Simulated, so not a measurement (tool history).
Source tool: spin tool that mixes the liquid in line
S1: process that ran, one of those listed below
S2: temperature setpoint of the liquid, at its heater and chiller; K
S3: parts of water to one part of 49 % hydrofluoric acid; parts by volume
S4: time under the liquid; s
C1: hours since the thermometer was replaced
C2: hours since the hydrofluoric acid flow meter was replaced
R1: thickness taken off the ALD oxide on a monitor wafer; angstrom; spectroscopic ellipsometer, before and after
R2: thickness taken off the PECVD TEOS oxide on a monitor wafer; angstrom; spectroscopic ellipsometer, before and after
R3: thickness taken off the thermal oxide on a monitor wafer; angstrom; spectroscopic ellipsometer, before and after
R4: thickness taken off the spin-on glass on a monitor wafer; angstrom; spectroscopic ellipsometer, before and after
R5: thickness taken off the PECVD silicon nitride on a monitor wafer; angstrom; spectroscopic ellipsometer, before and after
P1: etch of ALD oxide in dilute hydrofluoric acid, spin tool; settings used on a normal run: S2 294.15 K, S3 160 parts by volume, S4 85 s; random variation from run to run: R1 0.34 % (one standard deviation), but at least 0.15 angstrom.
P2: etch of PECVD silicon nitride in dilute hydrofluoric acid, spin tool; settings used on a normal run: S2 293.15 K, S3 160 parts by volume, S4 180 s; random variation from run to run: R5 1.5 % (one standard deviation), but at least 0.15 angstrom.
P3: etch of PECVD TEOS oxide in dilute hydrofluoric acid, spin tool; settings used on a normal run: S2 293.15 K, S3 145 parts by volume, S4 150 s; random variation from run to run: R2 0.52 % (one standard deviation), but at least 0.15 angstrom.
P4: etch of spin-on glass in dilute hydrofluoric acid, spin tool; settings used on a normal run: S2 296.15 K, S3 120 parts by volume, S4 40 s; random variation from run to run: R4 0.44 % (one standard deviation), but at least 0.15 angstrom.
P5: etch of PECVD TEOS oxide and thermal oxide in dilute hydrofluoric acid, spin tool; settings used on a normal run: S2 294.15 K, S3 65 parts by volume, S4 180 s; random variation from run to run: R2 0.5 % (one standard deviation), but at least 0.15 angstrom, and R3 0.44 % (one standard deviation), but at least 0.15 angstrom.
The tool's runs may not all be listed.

run   hour  S1      S2   S3   S4     C1     C2       R1       R2      R3      R4      R5
  1    9.2  P1  294.15  160   85  403.5  453.3   87.785
  2   15.6  P5  294.15   65  180  409.9  459.7           346.890  123.45
  3   25.3  P3  293.15  255  150  419.6  469.4            80.091
  4   35.0  P4  291.65  120   40  429.3  479.1                            112.23
  5   41.5  P1  290.15  160  160  435.8  485.6  140.640
  6   49.9  P2  293.15  160  180  444.2  494.0                                    14.906
  7   58.8  P1  299.65  250   85  453.1  502.9   62.601
  8   68.5  P1  299.65  160   85  462.8  512.6  108.590
  9   74.0  P4  296.15  120   70  468.3  518.1                            235.62
 10   81.1  P2  297.15  160  180  475.4  525.2                                    19.838
 11   91.5  P1  294.15   65   85  485.8  535.6  240.970
 12   97.8  P3  293.15  145  275  492.1  541.9           288.880
 13  104.9  P2  293.15  160  360  499.2  549.0                                    30.030
 14  112.2  P1  294.15  160   40  506.5  556.3   41.271
 15  122.2  P5  294.15  105  180  516.5  566.3           208.120   72.98
 16  129.4  P1  294.15  160  130  523.7  573.5  133.860
 17  138.9  P1  294.15  160   85  533.2  583.0   87.069
 18  148.6  P5  290.15   65  180  542.9  592.7           295.620  105.76
 19  158.1  P1  294.15  260   85  552.4  602.2   49.068
 20  165.8  P4  296.15  120   40  560.1  609.9                            134.97
 21  177.4  P4  296.15  165   40  571.7  621.5                             93.11
 22  184.3  P3  293.15  145  150  578.6  628.4           156.010
 23  195.6  P4  296.15  120   40  589.9  639.7                            135.28
 24  205.3  P5  294.15   65  350  599.6  649.4           676.310  241.96
 25  213.9  P1  294.15  160   85  608.2  658.0   87.845
 26  225.9  P2  293.15  160  180  620.2  670.0                                    14.770
 27  237.7  P1  294.15  160   85  632.0  681.8   87.947
 28  248.8  P2  293.15   90  180  643.1  692.9                                    26.107
 29  260.1  P1  298.65   65   85  654.4  704.2  288.300
 30  270.0  P3  290.15  145  150  664.3  714.1           141.240
 31  277.7  P1  290.15  160   85  672.0  721.8   74.500
 32  283.5  P3  293.15  145  150  677.8  727.6           157.330
 33  289.3  P1  294.15  160   85  683.6  733.4   87.248
 34  295.5  P1  294.15  160   85  689.8  739.6   86.243
 35  306.9  P1  294.15  160   85  701.2  751.0   83.617
 36  315.4  P1  294.15  160   85  709.7  759.5   82.417
 37  322.3  P1  294.15  160   85  716.6  766.4   81.854
 38  328.5  P1  294.15  160   85  722.8  772.6   81.931
 39  338.8  P1  294.15  160   85  733.1  782.9   80.799
 40  347.3  P1  294.15  160   85  741.6  791.4   80.699
 41  358.9  P1  294.15  160   85  753.2  803.0   80.415
 42  365.7  P1  294.15  160   85  760.0  809.8   80.623
 43  372.4  P1  294.15  160   85  766.7  816.5   80.525
 44  380.8  P1  294.15  160   85  775.1  824.9   80.229

P1 has crept away from where it was. The log is fitted equally well by each of these 2 causes, at the sizes shown:
A: hydrofluoric acid flow below the setpoint (%) = 7.07
B: liquid colder than its thermometer reads (K) = 2.18
Creep in the process output first set in at about hour 289.3.

The 4 check runs listed below each average the results of 2 wafers, and their outcomes are marked with question marks. Under which run would the listed causes produce clearly different results?
check 1  389.2  P3  290.15  250  150               ?
check 2  389.2  P2  293.15   95  355                           ?
check 3  389.2  P4  292.15  120   65                       ?
check 4  389.2  P5  294.15  100  310               ?   ?

What each check would give under each cause:
  check  result     if A     if B
check 1      R2   67.189   67.459
check 2      R5   45.450   42.021
check 3      R4   171.94   170.70
check 4      R2  345.520  342.900
check 4      R3   123.05   122.11
Gap, in per cent, between the two causes that each check separates least, read from the result that separates them most: check 1 0.4 %; check 2 7.84 %; check 3 0.72 %; check 4 0.76 %
The causes can be told apart only by check 2. The other checks would give nearly the same results under each of them.

After running check 2, the following was obtained: R5 42.270 angstrom. Which cause does this point to?

The correct cause is B, namely: liquid colder than its thermometer reads (K).
